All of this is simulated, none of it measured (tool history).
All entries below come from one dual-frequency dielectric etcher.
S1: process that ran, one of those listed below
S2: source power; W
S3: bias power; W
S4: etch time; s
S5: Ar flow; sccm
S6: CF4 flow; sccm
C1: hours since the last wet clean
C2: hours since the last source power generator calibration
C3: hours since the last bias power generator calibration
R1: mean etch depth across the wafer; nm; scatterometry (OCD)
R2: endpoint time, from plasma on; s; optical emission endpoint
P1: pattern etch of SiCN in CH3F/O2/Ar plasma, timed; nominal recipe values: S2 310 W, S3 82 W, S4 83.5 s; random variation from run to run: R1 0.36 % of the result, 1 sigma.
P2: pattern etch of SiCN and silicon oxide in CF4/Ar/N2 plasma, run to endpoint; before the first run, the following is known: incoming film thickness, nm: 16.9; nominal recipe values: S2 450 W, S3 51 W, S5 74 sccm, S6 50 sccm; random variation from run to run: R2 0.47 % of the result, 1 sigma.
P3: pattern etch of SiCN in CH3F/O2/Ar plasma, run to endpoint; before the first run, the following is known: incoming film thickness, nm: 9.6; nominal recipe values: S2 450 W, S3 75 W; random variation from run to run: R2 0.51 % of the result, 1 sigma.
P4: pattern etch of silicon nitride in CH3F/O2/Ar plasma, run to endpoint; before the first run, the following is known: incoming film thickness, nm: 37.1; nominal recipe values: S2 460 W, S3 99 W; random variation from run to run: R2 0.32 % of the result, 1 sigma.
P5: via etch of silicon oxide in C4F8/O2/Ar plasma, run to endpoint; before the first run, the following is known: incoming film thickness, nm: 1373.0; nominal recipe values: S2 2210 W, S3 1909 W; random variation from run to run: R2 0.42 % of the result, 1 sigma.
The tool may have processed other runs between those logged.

run   hour  S1    S2    S3    S4   S5  S6     C1      C2      C3      R1      R2
  1    5.4  P1   310    82  83.5             156  2393.9   862.1  29.413
  2     10  P5  2210  2703                 160.6  2398.5   866.7          235.44
  3   15.7  P2   450    51         74  50  166.3  2404.2   872.4          21.637
  4   21.2  P1   310    82  83.5           171.8  2409.7   877.9  29.415
  5   27.9  P4   460    99                 178.5  2416.4   884.6          45.243
  6   33.3  P4   460    99                 183.9  2421.8     890          45.312
  7     40  P1   310   108    54           190.6  2428.5   896.7   21.03
  8   44.1  P1   310    99  83.5           194.7  2432.6   900.8  31.521
  9     49  P1   310    82   109           199.6  2437.5   905.7  38.262
 10   55.4  P2   620    51         74  50    206  2443.9   912.1          16.314
 11   58.9  P1   310    82  83.5           209.5  2447.4   915.6  29.338
 12   64.1  P1   420    82  83.5           214.7  2452.6   920.8  32.962
 13   71.2  P2   450    51         74  50  221.8  2459.7   927.9          21.925
 14     75  P4   270    99                 225.6  2463.5   931.7          55.172
 15   79.9  P1   310    63  83.5           230.5  2468.4   936.6  26.765
 16   83.2  P2   450    64         74  50  233.8  2471.7   939.9           20.32
 17   90.3  P1   310   111    61           240.9  2478.8     947   23.97
 18   93.9  P5  1350  1909                 244.5  2482.4   950.6          317.09
 19    100  P3   450    98                 250.6  2488.5   956.7          22.086
 20  106.3  P1   310    82  83.5           256.9  2494.8     963  29.255
 21    111  P3   620    75                 261.6  2499.5   967.7          21.385
 22  117.4  P3   450    75                   268  2505.9   974.1          24.361
 23  124.2  P1   210    82  83.5           274.8  2512.7   980.9    25.6
 24  131.7  P1   310    82  83.5           282.3  2520.2   988.4  29.346
 25  135.9  P1   310    82    48           286.5  2524.4   992.6  16.836
 26    141  P5  2210  1909                 291.6  2529.5   997.7          259.39
 27  148.3  P1   200    63  83.5           298.9  2536.8    1005  22.557
 28  155.8  P4   460    61                 306.4  2544.3  1012.5          53.214
 29  160.6  P2   450    51         74  63  311.2  2549.1  1017.3          20.995
 30  167.2  P2   450    51        102  50  317.8  2555.7  1023.9          23.171

What does the tool deliver on the next run?
 31  174.2  P1  310  82  83.5          324.8  2562.7  1030.9   ?

R1: 29.337 nm
